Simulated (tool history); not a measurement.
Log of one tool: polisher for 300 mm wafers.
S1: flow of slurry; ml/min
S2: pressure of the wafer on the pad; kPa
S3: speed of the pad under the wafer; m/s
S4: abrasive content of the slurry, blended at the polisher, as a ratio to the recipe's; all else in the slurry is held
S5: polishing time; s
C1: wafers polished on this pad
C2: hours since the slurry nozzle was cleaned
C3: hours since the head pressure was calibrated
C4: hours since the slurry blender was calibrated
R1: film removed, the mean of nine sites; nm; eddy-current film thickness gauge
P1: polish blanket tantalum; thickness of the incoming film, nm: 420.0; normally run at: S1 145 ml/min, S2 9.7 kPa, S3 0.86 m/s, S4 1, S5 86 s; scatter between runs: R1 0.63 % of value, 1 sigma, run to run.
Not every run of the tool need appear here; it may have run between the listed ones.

{"run": 1, "hour": 12.9, "S1": 145, "S2": 9.7, "S3": 0.86, "S4": 1, "S5": 86, "C1": 502, "C2": 454.8, "C3": 96.7, "C4": 90.3, "R1": 70.629}
{"run": 2, "hour": 31.1, "S1": 145, "S2": 9.7, "S3": 0.86, "S4": 1, "S5": 86, "C1": 670, "C2": 473, "C3": 114.9, "C4": 108.5, "R1": 70.184}
{"run": 3, "hour": 47.9, "S1": 145, "S2": 9.7, "S3": 0.86, "S4": 0.7, "S5": 86, "C1": 825, "C2": 489.8, "C3": 131.7, "C4": 125.3, "R1": 63.162}
{"run": 4, "hour": 66.2, "S1": 145, "S2": 9.7, "S3": 1.36, "S4": 1, "S5": 86, "C1": 994, "C2": 508.1, "C3": 150, "C4": 143.6, "R1": 110.23}
{"run": 5, "hour": 81.4, "S1": 145, "S2": 9.7, "S3": 0.86, "S4": 1.25, "S5": 86, "C1": 1134, "C2": 523.3, "C3": 165.2, "C4": 158.8, "R1": 74.11}
{"run": 6, "hour": 91.7, "S1": 85, "S2": 9.7, "S3": 0.86, "S4": 1, "S5": 86, "C1": 1229, "C2": 533.6, "C3": 175.5, "C4": 169.1, "R1": 62.172}
{"run": 7, "hour": 108.8, "S1": 145, "S2": 9.7, "S3": 0.6, "S4": 1, "S5": 86, "C1": 1387, "C2": 550.7, "C3": 192.6, "C4": 186.2, "R1": 49.013}
{"run": 8, "hour": 124.7, "S1": 145, "S2": 13.1, "S3": 0.86, "S4": 0.7, "S5": 86, "C1": 1533, "C2": 566.6, "C3": 208.5, "C4": 202.1, "R1": 84.982}
{"run": 9, "hour": 142.4, "S1": 145, "S2": 6.2, "S3": 0.86, "S4": 1, "S5": 86, "C1": 1696, "C2": 584.3, "C3": 226.2, "C4": 219.8, "R1": 44.878}
{"run": 10, "hour": 156.8, "S1": 210, "S2": 9.7, "S3": 0.86, "S4": 1, "S5": 86, "C1": 1829, "C2": 598.7, "C3": 240.6, "C4": 234.2, "R1": 74.874}
{"run": 11, "hour": 174.1, "S1": 145, "S2": 9.7, "S3": 0.86, "S4": 1, "S5": 86, "C1": 1989, "C2": 616, "C3": 257.9, "C4": 251.5, "R1": 71.327}
{"run": 12, "hour": 184.9, "S1": 145, "S2": 9.7, "S3": 0.86, "S4": 1, "S5": 86, "C1": 2088, "C2": 626.8, "C3": 268.7, "C4": 262.3, "R1": 70.286}
{"hour": 192.8, "done": "slurry nozzle cleaned"}
{"run": 13, "hour": 196.3, "S1": 145, "S2": 14.5, "S3": 0.86, "S4": 1, "S5": 86, "C1": 2193, "C2": 3.6, "C3": 280.1, "C4": 273.7, "R1": 105.71}
{"run": 14, "hour": 206.4, "S1": 145, "S2": 9.7, "S3": 0.86, "S4": 1, "S5": 86, "C1": 2286, "C2": 13.7, "C3": 290.2, "C4": 283.8, "R1": 70.706}
{"run": 15, "hour": 224.2, "S1": 90, "S2": 9.7, "S3": 0.48, "S4": 1, "S5": 86, "C1": 2451, "C2": 31.5, "C3": 308, "C4": 301.6, "R1": 34.917}
{"run": 16, "hour": 235.4, "S1": 145, "S2": 9.7, "S3": 0.86, "S4": 1, "S5": 124, "C1": 2554, "C2": 42.7, "C3": 319.2, "C4": 312.8, "R1": 101.07}
{"run": 17, "hour": 248.2, "S1": 145, "S2": 9.7, "S3": 0.86, "S4": 1, "S5": 49, "C1": 2672, "C2": 55.5, "C3": 332, "C4": 325.6, "R1": 39.946}
{"run": 18, "hour": 263.5, "S1": 145, "S2": 9.7, "S3": 0.86, "S4": 1, "S5": 86, "C1": 2813, "C2": 70.8, "C3": 347.3, "C4": 340.9, "R1": 70.053}
{"run": 19, "hour": 281.8, "S1": 145, "S2": 9.7, "S3": 0.86, "S4": 1, "S5": 86, "C1": 2982, "C2": 89.1, "C3": 365.6, "C4": 359.2, "R1": 68.081}
{"run": 20, "hour": 294.4, "S1": 145, "S2": 9.7, "S3": 0.86, "S4": 1, "S5": 86, "C1": 3098, "C2": 101.7, "C3": 378.2, "C4": 371.8, "R1": 66.224}
{"run": 21, "hour": 313.3, "S1": 145, "S2": 9.7, "S3": 0.86, "S4": 1, "S5": 86, "C1": 3272, "C2": 120.6, "C3": 397.1, "C4": 390.7, "R1": 66.942}
{"run": 22, "hour": 325.9, "S1": 145, "S2": 9.7, "S3": 0.86, "S4": 1, "S5": 86, "C1": 3388, "C2": 133.2, "C3": 409.7, "C4": 403.3, "R1": 65.758}
{"hour": 333.1, "done": "head pressure recalibrated"}
{"run": 23, "hour": 340.0, "S1": 145, "S2": 9.7, "S3": 0.86, "S4": 1, "S5": 86, "C1": 3518, "C2": 147.3, "C3": 6.9, "C4": 417.4, "R1": 65.42}

Run 24 is up next; what results do you expect?
{"run": 24, "hour": 359.0, "S1": 145, "S2": 9.7, "S3": 0.86, "S4": 1, "S5": 86, "C1": 3693, "C2": 166.3, "C3": 25.9, "C4": 436.4, "R1": "?"}

Logged for run 24: R1 64.65 nm.

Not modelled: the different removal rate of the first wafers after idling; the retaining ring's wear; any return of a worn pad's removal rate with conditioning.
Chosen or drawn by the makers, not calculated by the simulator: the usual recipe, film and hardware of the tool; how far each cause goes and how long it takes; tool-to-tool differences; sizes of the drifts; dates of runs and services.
